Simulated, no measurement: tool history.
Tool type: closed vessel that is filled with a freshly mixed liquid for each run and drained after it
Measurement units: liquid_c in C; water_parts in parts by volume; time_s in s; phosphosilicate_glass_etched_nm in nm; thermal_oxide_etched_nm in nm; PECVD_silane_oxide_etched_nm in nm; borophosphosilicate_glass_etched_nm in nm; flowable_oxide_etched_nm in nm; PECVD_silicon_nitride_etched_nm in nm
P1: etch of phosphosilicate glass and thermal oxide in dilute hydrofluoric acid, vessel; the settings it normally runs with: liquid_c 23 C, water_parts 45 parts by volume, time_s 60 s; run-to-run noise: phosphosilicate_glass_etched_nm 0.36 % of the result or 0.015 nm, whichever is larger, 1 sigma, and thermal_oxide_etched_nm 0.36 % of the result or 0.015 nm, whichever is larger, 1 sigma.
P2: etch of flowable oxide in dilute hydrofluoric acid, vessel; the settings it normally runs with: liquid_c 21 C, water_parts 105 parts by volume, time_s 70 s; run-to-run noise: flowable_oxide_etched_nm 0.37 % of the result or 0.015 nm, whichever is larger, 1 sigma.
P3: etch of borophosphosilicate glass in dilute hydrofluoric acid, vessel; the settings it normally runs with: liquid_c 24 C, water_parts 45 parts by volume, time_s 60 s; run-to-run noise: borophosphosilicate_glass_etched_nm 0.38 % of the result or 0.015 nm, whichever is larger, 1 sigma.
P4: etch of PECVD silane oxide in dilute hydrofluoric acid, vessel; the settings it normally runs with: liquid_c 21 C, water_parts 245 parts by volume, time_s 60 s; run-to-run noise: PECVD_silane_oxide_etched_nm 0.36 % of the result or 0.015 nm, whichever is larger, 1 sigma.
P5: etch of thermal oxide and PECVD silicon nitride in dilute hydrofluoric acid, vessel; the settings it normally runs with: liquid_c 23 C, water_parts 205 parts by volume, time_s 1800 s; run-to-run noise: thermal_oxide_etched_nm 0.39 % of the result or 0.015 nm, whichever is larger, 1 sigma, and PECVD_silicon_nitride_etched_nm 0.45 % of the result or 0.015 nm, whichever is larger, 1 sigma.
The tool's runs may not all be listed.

| run | hour | process | liquid_c | water_parts | time_s | hours since the thermometer was replaced | hours since the hydrofluoric acid flow meter was replaced | phosphosilicate_glass_etched_nm | thermal_oxide_etched_nm | PECVD_silane_oxide_etched_nm | borophosphosilicate_glass_etched_nm | flowable_oxide_etched_nm | PECVD_silicon_nitride_etched_nm |
|---|---|---|---|---|---|---|---|---|---|---|---|---|---|
| 1 | 14.3 | P1 | 23 | 45 | 60 | 526 | 972.1 | 143.69 | 6.5119 |  |  |  |  |
| 2 | 27.1 | P1 | 23 | 45 | 60 | 538.8 | 984.9 | 143.74 | 6.5417 |  |  |  |  |
| 3 | 37.5 | P4 | 21 | 245 | 30 | 549.2 | 995.3 |  |  | 3.9874 |  |  |  |
| 4 | 45.4 | P3 | 24 | 45 | 100 | 557.1 | 1003.2 |  |  |  | 111.36 |  |  |
| 5 | 52.7 | P1 | 23 | 45 | 100 | 564.4 | 1010.5 | 241.07 | 10.821 |  |  |  |  |
| 6 | 61.9 | P3 | 32.5 | 45 | 60 | 573.6 | 1019.7 |  |  |  | 93.482 |  |  |
| 7 | 69.9 | P2 | 21 | 20 | 70 | 581.6 | 1027.7 |  |  |  |  | 94.953 |  |
| 8 | 81.4 | P2 | 21 | 105 | 40 | 593.1 | 1039.2 |  |  |  |  | 9.2711 |  |
| 9 | 92 | P5 | 23 | 205 | 3590 | 603.7 | 1049.8 |  | 68.369 |  |  |  | 31.724 |
| 10 | 103 | P1 | 23 | 25 | 60 | 614.7 | 1060.8 | 265.84 | 11.904 |  |  |  |  |
| 11 | 114.2 | P1 | 27 | 30 | 60 | 625.9 | 1072 | 261.81 | 11.708 |  |  |  |  |
| 12 | 123.1 | P1 | 23 | 45 | 60 | 634.8 | 1080.9 | 143.85 | 6.5099 |  |  |  |  |
| 13 | 132.2 | P1 | 23 | 45 | 30 | 643.9 | 1090 | 71.798 | 3.2555 |  |  |  |  |
| 14 | 139.4 | P5 | 23 | 75 | 1800 | 651.1 | 1097.2 |  | 109.44 |  |  |  | 42.713 |
| 15 | 147.4 | P3 | 24 | 45 | 60 | 659.1 | 1105.2 |  |  |  | 66.56 |  |  |
| 16 | 160.5 | P2 | 21 | 105 | 70 | 672.2 | 1118.3 |  |  |  |  | 16.462 |  |
|  | 168.7 | thermometer replaced |
| 17 | 172.5 | P3 | 24 | 25 | 60 | 3.9 | 1130.3 |  |  |  | 124.21 |  |  |
| 18 | 181.8 | P1 | 17 | 60 | 60 | 13.2 | 1139.6 | 82.277 | 3.6997 |  |  |  |  |
| 19 | 188.6 | P1 | 18 | 45 | 60 | 20 | 1146.4 | 116.66 | 5.2593 |  |  |  |  |
| 20 | 197.4 | P1 | 23 | 45 | 60 | 28.8 | 1155.2 | 143.66 | 6.4668 |  |  |  |  |
| 21 | 206.1 | P1 | 29.5 | 45 | 60 | 37.5 | 1163.9 | 187.45 | 8.526 |  |  |  |  |
| 22 | 214.3 | P4 | 21 | 60 | 60 | 45.7 | 1172.1 |  |  | 39.527 |  |  |  |
| 23 | 223.7 | P4 | 21 | 245 | 60 | 55.1 | 1181.5 |  |  | 7.9213 |  |  |  |
| 24 | 235.1 | P5 | 18.5 | 205 | 1800 | 66.5 | 1192.9 |  | 29.026 |  |  |  | 11.852 |
| 25 | 249.8 | P2 | 25 | 105 | 70 | 81.2 | 1207.6 |  |  |  |  | 19.191 |  |
| 26 | 261.7 | P1 | 23 | 45 | 60 | 93.1 | 1219.5 | 144.71 | 6.4867 |  |  |  |  |
| 27 | 273.9 | P4 | 25.5 | 245 | 60 | 105.3 | 1231.7 |  |  | 9.3625 |  |  |  |
| 28 | 285.9 | P5 | 23 | 205 | 1800 | 117.3 | 1243.7 |  | 34.503 |  |  |  | 15.894 |
| 29 | 299.3 | P2 | 21 | 105 | 70 | 130.7 | 1257.1 |  |  |  |  | 16.366 |  |
| 30 | 312.4 | P1 | 23 | 70 | 60 | 143.8 | 1270.2 | 89.765 | 4.0437 |  |  |  |  |
| 31 | 320.5 | P1 | 23 | 45 | 60 | 151.9 | 1278.3 | 143.33 | 6.4628 |  |  |  |  |
| 32 | 330.7 | P1 | 23 | 45 | 60 | 162.1 | 1288.5 | 139.2 | 6.3814 |  |  |  |  |
| 33 | 346 | P1 | 23 | 45 | 60 | 177.4 | 1303.8 | 136.3 | 6.1512 |  |  |  |  |
| 34 | 359.9 | P1 | 23 | 45 | 60 | 191.3 | 1317.7 | 133.97 | 6.1204 |  |  |  |  |
| 35 | 370.3 | P1 | 23 | 45 | 60 | 201.7 | 1328.1 | 134.26 | 5.9665 |  |  |  |  |
| 36 | 381.2 | P1 | 23 | 45 | 60 | 212.6 | 1339 | 132.25 | 5.984 |  |  |  |  |
| 37 | 394.3 | P1 | 23 | 45 | 60 | 225.7 | 1352.1 | 133.21 | 5.9621 |  |  |  |  |
| 38 | 404.8 | P1 | 23 | 45 | 60 | 236.2 | 1362.6 | 132.23 | 5.9136 |  |  |  |  |
| 39 | 415.4 | P1 | 23 | 45 | 60 | 246.8 | 1373.2 | 131.8 | 5.9793 |  |  |  |  |

What P1 gives has crept away from where it was. These 2 causes fit the log equally well, each at the size given:
A: hydrofluoric acid flow below the setpoint (%) = 7.72
B: liquid colder than its thermometer reads (K) = 2.04
At approximately hour 320.5, the process output began to creep.

Listed below are the offered check runs, one wafer per run, with question marks in place of results. For which of them would the causes give clearly different outcomes?
| check 1 | 426 | P5 | 23 | 130 | 3510 |  |  |  | ? |  |  |  | ? |
| check 2 | 426 | P4 | 21 | 100 | 40 |  |  |  |  | ? |  |  |  |
| check 3 | 426 | P3 | 32 | 25 | 60 |  |  |  |  |  | ? |  |  |
| check 4 | 426 | P2 | 21 | 35 | 40 |  |  |  |  |  |  | ? |  |

What every check run would give for each of its results, assuming each possible cause in turn:
| check | result | if A | if B |
|---|---|---|---|
| check 1 | thermal_oxide_etched_nm | 104.94 | 106.22 |
| check 1 | PECVD_silicon_nitride_etched_nm | 44.901 | 42.464 |
| check 2 | PECVD_silane_oxide_etched_nm | 13.795 | 13.88 |
| check 3 | borophosphosilicate_glass_etched_nm | 157.22 | 157.58 |
| check 4 | flowable_oxide_etched_nm | 28.019 | 27.919 |
Distance between the nearest two causes, measured in the result of the check that separates them most: check 1 5.58 %; check 2 0.61 %; check 3 0.23 %; check 4 0.36 %
Only in check 1 would the causes give clearly different results; in the remaining checks their results would be nearly the same.

Check 1 was carried out, with these results: thermal_oxide_etched_nm 105.05 nm; PECVD_silicon_nitride_etched_nm 44.469 nm. Which of the listed causes is responsible?

The correct cause is A, namely: hydrofluoric acid flow below the setpoint (%).
